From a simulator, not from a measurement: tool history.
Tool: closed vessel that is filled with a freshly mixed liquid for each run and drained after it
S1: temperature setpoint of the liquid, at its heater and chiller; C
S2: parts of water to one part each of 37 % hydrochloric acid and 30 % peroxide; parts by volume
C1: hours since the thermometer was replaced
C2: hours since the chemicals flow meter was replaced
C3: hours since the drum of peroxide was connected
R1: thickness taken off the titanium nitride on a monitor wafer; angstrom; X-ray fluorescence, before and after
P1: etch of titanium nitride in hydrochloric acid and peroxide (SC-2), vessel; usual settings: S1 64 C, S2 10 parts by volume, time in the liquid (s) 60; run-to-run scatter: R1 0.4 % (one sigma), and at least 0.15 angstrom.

{"run": 1, "hour": 13.4, "S1": 64, "S2": 10, "time in the liquid (s)": 60, "C1": 1901.6, "C2": 846.1, "C3": 260.6, "R1": 53.837}
{"run": 2, "hour": 24.2, "S1": 72, "S2": 10, "time in the liquid (s)": 60, "C1": 1912.4, "C2": 856.9, "C3": 271.4, "R1": 86.77}
{"run": 3, "hour": 32.1, "S1": 64, "S2": 15, "time in the liquid (s)": 85, "C1": 1920.3, "C2": 864.8, "C3": 279.3, "R1": 53.86}
{"run": 4, "hour": 41.7, "S1": 50, "S2": 10, "time in the liquid (s)": 60, "C1": 1929.9, "C2": 874.4, "C3": 288.9, "R1": 21.999}
{"run": 5, "hour": 53.3, "S1": 64, "S2": 17.5, "time in the liquid (s)": 100, "C1": 1941.5, "C2": 886, "C3": 300.5, "R1": 54.786}
{"run": 6, "hour": 63.5, "S1": 64, "S2": 10, "time in the liquid (s)": 100, "C1": 1951.7, "C2": 896.2, "C3": 310.7, "R1": 89.502}
{"run": 7, "hour": 76.0, "S1": 64, "S2": 10, "time in the liquid (s)": 60, "C1": 1964.2, "C2": 908.7, "C3": 323.2, "R1": 54.167}
{"run": 8, "hour": 86.8, "S1": 64, "S2": 10, "time in the liquid (s)": 60, "C1": 1975, "C2": 919.5, "C3": 334, "R1": 53.705}
{"run": 9, "hour": 94.6, "S1": 64, "S2": 18.5, "time in the liquid (s)": 60, "C1": 1982.8, "C2": 927.3, "C3": 341.8, "R1": 31.598}
{"run": 10, "hour": 104.5, "S1": 64, "S2": 4, "time in the liquid (s)": 60, "C1": 1992.7, "C2": 937.2, "C3": 351.7, "R1": 108.03}
{"run": 11, "hour": 114.1, "S1": 64, "S2": 6.5, "time in the liquid (s)": 30, "C1": 2002.3, "C2": 946.8, "C3": 361.3, "R1": 37.787}
{"run": 12, "hour": 124.2, "S1": 64, "S2": 10, "time in the liquid (s)": 30, "C1": 2012.4, "C2": 956.9, "C3": 371.4, "R1": 26.835}
{"run": 13, "hour": 132.8, "S1": 64, "S2": 10, "time in the liquid (s)": 60, "C1": 2021, "C2": 965.5, "C3": 380, "R1": 53.59}

Run 14 comes next. What will it give?
{"run": 14, "hour": 139.4, "S1": 64, "S2": 10, "time in the liquid (s)": 60, "C1": 2027.6, "C2": 972.1, "C3": 386.6, "R1": "?"}

R1: 53.741 angstrom
